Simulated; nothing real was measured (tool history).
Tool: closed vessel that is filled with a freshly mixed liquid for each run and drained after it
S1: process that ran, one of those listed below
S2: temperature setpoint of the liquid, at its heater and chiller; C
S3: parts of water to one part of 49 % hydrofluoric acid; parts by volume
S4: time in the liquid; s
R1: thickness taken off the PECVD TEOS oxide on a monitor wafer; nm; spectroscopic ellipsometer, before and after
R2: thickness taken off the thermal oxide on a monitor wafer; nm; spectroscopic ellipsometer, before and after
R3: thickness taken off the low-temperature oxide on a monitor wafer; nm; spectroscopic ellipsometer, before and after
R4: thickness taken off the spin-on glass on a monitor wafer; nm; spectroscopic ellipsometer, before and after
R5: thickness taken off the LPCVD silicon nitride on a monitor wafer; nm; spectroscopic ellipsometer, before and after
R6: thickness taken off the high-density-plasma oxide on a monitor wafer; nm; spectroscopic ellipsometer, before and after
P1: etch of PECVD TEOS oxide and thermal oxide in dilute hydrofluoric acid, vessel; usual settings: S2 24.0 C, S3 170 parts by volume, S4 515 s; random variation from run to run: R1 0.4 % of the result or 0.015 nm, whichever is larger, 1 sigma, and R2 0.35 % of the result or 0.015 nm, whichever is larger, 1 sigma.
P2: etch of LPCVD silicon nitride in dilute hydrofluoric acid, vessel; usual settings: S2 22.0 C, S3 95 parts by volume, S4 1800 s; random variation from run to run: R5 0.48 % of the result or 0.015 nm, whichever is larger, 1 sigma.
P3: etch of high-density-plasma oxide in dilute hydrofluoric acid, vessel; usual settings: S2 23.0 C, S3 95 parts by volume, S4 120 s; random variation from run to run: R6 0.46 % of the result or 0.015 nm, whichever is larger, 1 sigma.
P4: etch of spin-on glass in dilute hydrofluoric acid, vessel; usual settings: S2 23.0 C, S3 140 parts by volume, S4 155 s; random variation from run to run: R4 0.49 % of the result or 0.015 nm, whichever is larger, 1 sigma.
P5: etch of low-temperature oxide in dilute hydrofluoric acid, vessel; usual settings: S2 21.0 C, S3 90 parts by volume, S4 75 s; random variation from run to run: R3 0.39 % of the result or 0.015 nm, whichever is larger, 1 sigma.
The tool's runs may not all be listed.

run   hour  S1    S2   S3    S4       R1       R2      R3      R4       R5       R6
  1   10.6  P1  24.0  170   515  25.0790  13.1900
  2   16.9  P5  21.0   90    30                    10.552
  3   27.7  P4  23.0  140   155                            32.939
  4   37.6  P1  24.0  170   515  25.1760  13.1640
  5   51.9  P5  21.0   90    75                    26.407
  6   59.3  P2  17.0   95  1800                                     6.0699
  7   66.3  P1  24.0  170   515  25.1740  13.1330
  8   75.4  P2  22.0  140  1800                                     5.7998
  9   86.1  P5  21.0  130    75                    17.431
 10   97.9  P1  24.0  265   515  14.5140   7.6125
 11  106.5  P4  17.0  140   155                            26.196
 12  114.9  P1  24.0  170   515  25.2640  13.0840
 13  126.0  P1  24.0  170   190   9.3048   4.8778
 14  135.6  P3  23.0   95   120                                              9.1650
     142.8  -- hydrofluoric acid flow meter replaced
 15  146.6  P5  26.5   90    75                    32.688
 16  158.5  P1  24.0  170   515  24.9070  13.1610
 17  171.4  P2  22.0   95  3325                                    15.6780
 18  182.6  P1  24.0  170   835  40.7650  21.3140
 19  191.4  P3  23.0   95    45                                              3.4422
 20  198.0  P1  24.0   70   515  68.9370  35.7840
 21  207.4  P1  18.5  170   515  20.3340  10.6240
 22  216.0  P4  23.0  235   155                            17.937
 23  223.6  P1  27.5  170   515  28.6660  15.0020
 24  231.0  P4  23.0  140    30                             6.455
 25  240.0  P2  22.0   95  1800                                     8.5380
 26  250.1  P1  24.0  170   515  25.2300  13.0860
 27  262.5  P1  17.0  170   315  11.6760   6.1132
 28  277.0  P3  31.0   95   120                                             12.6060
 29  286.1  P1  24.0  255   860  25.6470  13.3340

The next listed run, before its measurement:
 30  293.6  P1  31.0  170  935   ?   ?

R1: 58.7330 nm
R2: 30.9290 nm

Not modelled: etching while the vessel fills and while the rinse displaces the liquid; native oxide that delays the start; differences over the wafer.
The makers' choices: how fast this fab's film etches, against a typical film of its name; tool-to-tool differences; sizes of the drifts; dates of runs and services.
